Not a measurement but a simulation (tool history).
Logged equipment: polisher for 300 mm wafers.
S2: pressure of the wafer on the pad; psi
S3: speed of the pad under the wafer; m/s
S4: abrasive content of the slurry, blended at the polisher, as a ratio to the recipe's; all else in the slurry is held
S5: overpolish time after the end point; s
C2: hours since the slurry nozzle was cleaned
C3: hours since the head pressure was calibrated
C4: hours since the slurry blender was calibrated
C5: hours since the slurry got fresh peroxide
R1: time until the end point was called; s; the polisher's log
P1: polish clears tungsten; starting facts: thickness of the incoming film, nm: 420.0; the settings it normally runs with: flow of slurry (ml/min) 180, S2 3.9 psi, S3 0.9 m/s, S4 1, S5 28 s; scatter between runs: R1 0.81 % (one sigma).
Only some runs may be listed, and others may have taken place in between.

{"run": 1, "hour": 5.8, "flow of slurry (ml/min)": 180, "S2": 3.9, "S3": 0.9, "S4": 1, "S5": 28, "wafers polished on this pad": 292, "C2": 209.4, "C3": 261.9, "C4": 179.7, "C5": 26.8, "R1": 102.36}
{"run": 2, "hour": 14.7, "flow of slurry (ml/min)": 180, "S2": 3.9, "S3": 0.9, "S4": 1, "S5": 28, "wafers polished on this pad": 392, "C2": 218.3, "C3": 270.8, "C4": 188.6, "C5": 35.7, "R1": 102.38}
{"run": 3, "hour": 21.5, "flow of slurry (ml/min)": 180, "S2": 3.9, "S3": 0.9, "S4": 1, "S5": 28, "wafers polished on this pad": 468, "C2": 225.1, "C3": 277.6, "C4": 195.4, "C5": 42.5, "R1": 102.37}
{"run": 4, "hour": 28.7, "flow of slurry (ml/min)": 245, "S2": 3.9, "S3": 0.9, "S4": 1, "S5": 28, "wafers polished on this pad": 549, "C2": 232.3, "C3": 284.8, "C4": 202.6, "C5": 49.7, "R1": 98.99}
{"run": 5, "hour": 39.8, "flow of slurry (ml/min)": 180, "S2": 3.9, "S3": 0.9, "S4": 0.7, "S5": 28, "wafers polished on this pad": 673, "C2": 243.4, "C3": 295.9, "C4": 213.7, "C5": 60.8, "R1": 113.1}
{"run": 6, "hour": 46.9, "flow of slurry (ml/min)": 180, "S2": 3.9, "S3": 0.9, "S4": 1, "S5": 28, "wafers polished on this pad": 753, "C2": 250.5, "C3": 303, "C4": 220.8, "C5": 67.9, "R1": 102.22}
{"run": 7, "hour": 55.1, "flow of slurry (ml/min)": 180, "S2": 3.9, "S3": 0.9, "S4": 1, "S5": 8, "wafers polished on this pad": 844, "C2": 258.7, "C3": 311.2, "C4": 229, "C5": 76.1, "R1": 102.92}
{"run": 8, "hour": 63.1, "flow of slurry (ml/min)": 180, "S2": 3.9, "S3": 0.9, "S4": 1, "S5": 54, "wafers polished on this pad": 934, "C2": 266.7, "C3": 319.2, "C4": 237, "C5": 84.1, "R1": 103.15}
{"run": 9, "hour": 68.5, "flow of slurry (ml/min)": 110, "S2": 3.9, "S3": 0.9, "S4": 1.25, "S5": 28, "wafers polished on this pad": 994, "C2": 272.1, "C3": 324.6, "C4": 242.4, "C5": 89.5, "R1": 106.83}
{"run": 10, "hour": 78.1, "flow of slurry (ml/min)": 180, "S2": 3.9, "S3": 0.9, "S4": 1, "S5": 28, "wafers polished on this pad": 1102, "C2": 281.7, "C3": 334.2, "C4": 252, "C5": 99.1, "R1": 102.99}
{"run": 11, "hour": 86.3, "flow of slurry (ml/min)": 180, "S2": 3.9, "S3": 0.9, "S4": 1, "S5": 28, "wafers polished on this pad": 1194, "C2": 289.9, "C3": 342.4, "C4": 260.2, "C5": 107.3, "R1": 103.5}
{"run": 12, "hour": 92.5, "flow of slurry (ml/min)": 180, "S2": 5.6, "S3": 0.9, "S4": 1, "S5": 28, "wafers polished on this pad": 1263, "C2": 296.1, "C3": 348.6, "C4": 266.4, "C5": 113.5, "R1": 71.732}
{"run": 13, "hour": 100.5, "flow of slurry (ml/min)": 180, "S2": 3.9, "S3": 1.36, "S4": 1, "S5": 28, "wafers polished on this pad": 1353, "C2": 304.1, "C3": 356.6, "C4": 274.4, "C5": 121.5, "R1": 68.889}
{"run": 14, "hour": 111.6, "flow of slurry (ml/min)": 180, "S2": 3.9, "S3": 0.4, "S4": 1, "S5": 28, "wafers polished on this pad": 1477, "C2": 315.2, "C3": 367.7, "C4": 285.5, "C5": 132.6, "R1": 231.49}
{"run": 15, "hour": 121.6, "flow of slurry (ml/min)": 180, "S2": 3.9, "S3": 0.9, "S4": 1, "S5": 28, "wafers polished on this pad": 1589, "C2": 325.2, "C3": 377.7, "C4": 295.5, "C5": 142.6, "R1": 103.79}
{"run": 16, "hour": 128.0, "flow of slurry (ml/min)": 110, "S2": 3.9, "S3": 0.9, "S4": 0.6, "S5": 28, "wafers polished on this pad": 1661, "C2": 331.6, "C3": 384.1, "C4": 301.9, "C5": 149, "R1": 127.58}
{"run": 17, "hour": 135.1, "flow of slurry (ml/min)": 180, "S2": 1.9, "S3": 0.9, "S4": 1, "S5": 28, "wafers polished on this pad": 1740, "C2": 338.7, "C3": 391.2, "C4": 309, "C5": 156.1, "R1": 213.32}
{"run": 18, "hour": 142.1, "flow of slurry (ml/min)": 110, "S2": 3.9, "S3": 0.9, "S4": 1, "S5": 28, "wafers polished on this pad": 1819, "C2": 345.7, "C3": 398.2, "C4": 316, "C5": 163.1, "R1": 113.19}
{"run": 19, "hour": 151.9, "flow of slurry (ml/min)": 180, "S2": 3.9, "S3": 0.9, "S4": 1.45, "S5": 28, "wafers polished on this pad": 1928, "C2": 355.5, "C3": 408, "C4": 325.8, "C5": 172.9, "R1": 94.918}
{"run": 20, "hour": 162.0, "flow of slurry (ml/min)": 180, "S2": 3.9, "S3": 0.9, "S4": 1, "S5": 28, "wafers polished on this pad": 2041, "C2": 365.6, "C3": 418.1, "C4": 335.9, "C5": 183, "R1": 102.37}

Run 21, settings as shown, results not yet in. Your forecast:
{"run": 21, "hour": 170.3, "flow of slurry (ml/min)": 180, "S2": 3.9, "S3": 0.9, "S4": 1, "S5": 28, "wafers polished on this pad": 2134, "C2": 373.9, "C3": 426.4, "C4": 344.2, "C5": 191.3, "R1": "?"}

{"run 21": {"R1": 105.66}}
